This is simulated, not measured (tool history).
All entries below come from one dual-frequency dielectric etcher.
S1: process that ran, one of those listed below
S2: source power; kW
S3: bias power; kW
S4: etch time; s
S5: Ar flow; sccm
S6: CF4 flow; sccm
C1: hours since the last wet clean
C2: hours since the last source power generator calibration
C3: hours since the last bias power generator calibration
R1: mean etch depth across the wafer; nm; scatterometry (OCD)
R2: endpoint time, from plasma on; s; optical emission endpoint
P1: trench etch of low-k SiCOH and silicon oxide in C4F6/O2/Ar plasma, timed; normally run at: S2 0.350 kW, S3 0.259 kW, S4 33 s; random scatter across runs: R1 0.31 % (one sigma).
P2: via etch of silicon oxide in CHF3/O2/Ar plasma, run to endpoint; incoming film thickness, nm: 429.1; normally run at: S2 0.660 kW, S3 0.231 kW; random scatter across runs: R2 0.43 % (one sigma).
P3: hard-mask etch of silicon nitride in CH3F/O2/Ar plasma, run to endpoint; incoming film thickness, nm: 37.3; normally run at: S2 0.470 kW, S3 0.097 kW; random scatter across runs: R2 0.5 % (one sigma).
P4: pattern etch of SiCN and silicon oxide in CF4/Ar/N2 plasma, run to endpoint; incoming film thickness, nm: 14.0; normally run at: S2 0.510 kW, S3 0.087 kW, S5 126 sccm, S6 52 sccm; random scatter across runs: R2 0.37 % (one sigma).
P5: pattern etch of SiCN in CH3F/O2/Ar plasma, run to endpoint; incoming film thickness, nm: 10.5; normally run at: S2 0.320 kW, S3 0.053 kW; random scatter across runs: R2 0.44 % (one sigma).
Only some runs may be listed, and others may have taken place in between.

Run 1, day 0.196: S1 P1, S2 0.350 kW, S3 0.259 kW, S4 33 s; C1 87.2; C2 594.5; C3 3031.5. Result: R1 107.150 nm.
Run 2, day 0.567: S1 P3, S2 0.310 kW, S3 0.097 kW; C1 96.1; C2 603.4; C3 3040.4. Result: R2 53.260 s.
Run 3, day 0.929: S1 P5, S2 0.320 kW, S3 0.035 kW; C1 104.8; C2 612.1; C3 3049.1. Result: R2 38.263 s.
Run 4, day 1.267: S1 P1, S2 0.350 kW, S3 0.326 kW, S4 19 s; C1 112.9; C2 620.2; C3 3057.2. Result: R1 67.089 nm.
Run 5, day 1.558: S1 P1, S2 0.350 kW, S3 0.347 kW, S4 43 s; C1 119.9; C2 627.2; C3 3064.2. Result: R1 155.320 nm.
Run 6, day 1.912: S1 P4, S2 0.510 kW, S3 0.087 kW, S5 126 sccm, S6 52 sccm; C1 128.4; C2 635.7; C3 3072.7. Result: R2 14.282 s.
Run 7, day 2.196: S1 P4, S2 0.350 kW, S3 0.087 kW, S5 126 sccm, S6 52 sccm; C1 135.2; C2 642.5; C3 3079.5. Result: R2 19.868 s.
Run 8, day 2.408: S1 P3, S2 0.470 kW, S3 0.065 kW; C1 140.3; C2 647.6; C3 3084.6. Result: R2 52.623 s.
Run 9, day 2.600: S1 P5, S2 0.320 kW, S3 0.053 kW; C1 144.9; C2 652.2; C3 3089.2. Result: R2 33.411 s.
Run 10, day 2.954: S1 P5, S2 0.320 kW, S3 0.053 kW; C1 153.4; C2 660.7; C3 3097.7. Result: R2 33.236 s.
Run 11, day 3.242: S1 P4, S2 0.510 kW, S3 0.087 kW, S5 156 sccm, S6 52 sccm; C1 160.3; C2 667.6; C3 3104.6. Result: R2 14.748 s.
Run 12, day 3.492: S1 P1, S2 0.230 kW, S3 0.308 kW, S4 33 s; C1 166.3; C2 673.6; C3 3110.6. Result: R1 97.939 nm.
Run 13, day 3.833: S1 P1, S2 0.230 kW, S3 0.259 kW, S4 33 s; C1 174.5; C2 681.8; C3 3118.8. Result: R1 92.300 nm.
Run 14, day 4.000: S1 P2, S2 0.660 kW, S3 0.293 kW; C1 178.5; C2 685.8; C3 3122.8. Result: R2 175.090 s.
Run 15, day 4.225: S1 P1, S2 0.470 kW, S3 0.259 kW, S4 33 s; C1 183.9; C2 691.2; C3 3128.2. Result: R1 121.030 nm.
Run 16, day 4.433: S1 P3, S2 0.470 kW, S3 0.097 kW; C1 188.9; C2 696.2; C3 3133.2. Result: R2 45.398 s.
Run 17, day 4.604: S1 P2, S2 0.660 kW, S3 0.231 kW; C1 193.0; C2 700.3; C3 3137.3. Result: R2 190.640 s.
Run 18, day 4.962: S1 P2, S2 0.660 kW, S3 0.231 kW; C1 201.6; C2 708.9; C3 3145.9. Result: R2 191.400 s.
At day 5.012: source power generator calibrated.
Run 19, day 5.267: S1 P1, S2 0.350 kW, S3 0.259 kW, S4 33 s; C1 208.9; C2 6.2; C3 3153.2. Result: R1 107.870 nm.
Run 20, day 5.529: S1 P1, S2 0.350 kW, S3 0.259 kW, S4 18 s; C1 215.2; C2 12.5; C3 3159.5. Result: R1 58.612 nm.
Run 21, day 5.825: S1 P2, S2 0.490 kW, S3 0.231 kW; C1 222.3; C2 19.6; C3 3166.6. Result: R2 213.420 s.
Run 22, day 6.196: S1 P1, S2 0.350 kW, S3 0.259 kW, S4 33 s; C1 231.2; C2 28.5; C3 3175.5. Result: R1 107.780 nm.
Run 23, day 6.362: S1 P3, S2 0.470 kW, S3 0.097 kW; C1 235.2; C2 32.5; C3 3179.5. Result: R2 45.756 s.
Run 24, day 6.546: S1 P4, S2 0.510 kW, S3 0.087 kW, S5 126 sccm, S6 40 sccm; C1 239.6; C2 36.9; C3 3183.9. Result: R2 14.878 s.
Run 25, day 6.796: S1 P4, S2 0.510 kW, S3 0.050 kW, S5 126 sccm, S6 52 sccm; C1 245.6; C2 42.9; C3 3189.9. Result: R2 17.418 s.
Run 26, day 6.958: S1 P1, S2 0.350 kW, S3 0.259 kW, S4 33 s; C1 249.5; C2 46.8; C3 3193.8. Result: R1 107.940 nm.
Run 27, day 7.204: S1 P1, S2 0.350 kW, S3 0.326 kW, S4 33 s; C1 255.4; C2 52.7; C3 3199.7. Result: R1 116.610 nm.
Run 28, day 7.388: S1 P5, S2 0.220 kW, S3 0.053 kW; C1 259.8; C2 57.1; C3 3204.1. Result: R2 38.200 s.
Run 29, day 7.638: S1 P1, S2 0.350 kW, S3 0.187 kW, S4 33 s; C1 265.8; C2 63.1; C3 3210.1. Result: R1 96.282 nm.
Run 30, day 7.950: S1 P1, S2 0.350 kW, S3 0.259 kW, S4 46 s; C1 273.3; C2 70.6; C3 3217.6. Result: R1 150.130 nm.
Run 31, day 8.138: S1 P1, S2 0.350 kW, S3 0.259 kW, S4 33 s; C1 277.8; C2 75.1; C3 3222.1. Result: R1 107.430 nm.
Run 32, day 8.333: S1 P1, S2 0.350 kW, S3 0.259 kW, S4 33 s; C1 282.5; C2 79.8; C3 3226.8. Result: R1 107.270 nm.
Run 33, day 8.596: S1 P1, S2 0.350 kW, S3 0.259 kW, S4 33 s; C1 288.8; C2 86.1; C3 3233.1. Result: R1 106.420 nm.
Run 34, day 8.758: S1 P1, S2 0.350 kW, S3 0.259 kW, S4 33 s; C1 292.7; C2 90.0; C3 3237.0. Result: R1 106.650 nm.
Run 35, day 8.975: S1 P1, S2 0.350 kW, S3 0.259 kW, S4 33 s; C1 297.9; C2 95.2; C3 3242.2. Result: R1 106.470 nm.
At day 9.062: wet clean of the chamber.
Run 36, day 9.225: S1 P1, S2 0.350 kW, S3 0.259 kW, S4 33 s; C1 4.0; C2 101.2; C3 3248.2. Result: R1 106.460 nm.
Run 37, day 9.417: S1 P1, S2 0.350 kW, S3 0.259 kW, S4 33 s; C1 8.6; C2 105.8; C3 3252.8. Result: R1 105.960 nm.
Run 38, day 9.629: S1 P1, S2 0.350 kW, S3 0.259 kW, S4 33 s; C1 13.7; C2 110.9; C3 3257.9. Result: R1 106.010 nm.
Run 39, day 9.962: S1 P1, S2 0.350 kW, S3 0.259 kW, S4 33 s; C1 21.7; C2 118.9; C3 3265.9. Result: R1 106.060 nm.
Run 40, day 10.179: S1 P1, S2 0.350 kW, S3 0.259 kW, S4 33 s; C1 26.9; C2 124.1; C3 3271.1. Result: R1 106.650 nm.

The output of P1 has drifted from where it used to be. Each of the 2 causes below, taken at the size shown beside it, accounts for the log equally well:
A: bias power that arrives under what is set, % = 4.49
B: source power that arrives under what is set, % = 4.04
The gradual shift began around day 8.138.
Each remaining cause and why it is not a fit:
chamber walls in a state that lowers the etch rate, %: serviced at day 9.062, after the change had begun; the process did not return to its earlier output

The list below offers 4 check runs, each averaging the results of 2 wafers, and shows each result as a question mark. For which of them would the listed causes give clearly different results?
Run check 1, day 10.396: S1 P2, S2 0.660 kW, S3 0.270 kW. Result: R2 ?.
Run check 2, day 10.396: S1 P3, S2 0.470 kW, S3 0.069 kW. Result: R2 ?.
Run check 3, day 10.396: S1 P5, S2 0.240 kW, S3 0.037 kW. Result: R2 ?.
Run check 4, day 10.396: S1 P4, S2 0.410 kW, S3 0.054 kW, S5 126 sccm, S6 52 sccm. Result: R2 ?.

Predicted outcomes, by check and by cause:
  check  result     if A     if B
check 1      R2  183.340  183.150
check 2      R2   52.293   52.315
check 3      R2   42.466   42.541
check 4      R2   20.986   21.416
Per-check spread between the two closest causes, in the result where they differ most: check 1 0.1 %; check 2 0.04 %; check 3 0.18 %; check 4 2.03 %
Check 4 is the one run that separates the causes; every other check would come out nearly the same whichever cause is at work.

The results of check 4 are: R2 20.954 s. Based on these, which of the listed causes is it?

Of the candidate causes, it is A: bias power that arrives under what is set, %.

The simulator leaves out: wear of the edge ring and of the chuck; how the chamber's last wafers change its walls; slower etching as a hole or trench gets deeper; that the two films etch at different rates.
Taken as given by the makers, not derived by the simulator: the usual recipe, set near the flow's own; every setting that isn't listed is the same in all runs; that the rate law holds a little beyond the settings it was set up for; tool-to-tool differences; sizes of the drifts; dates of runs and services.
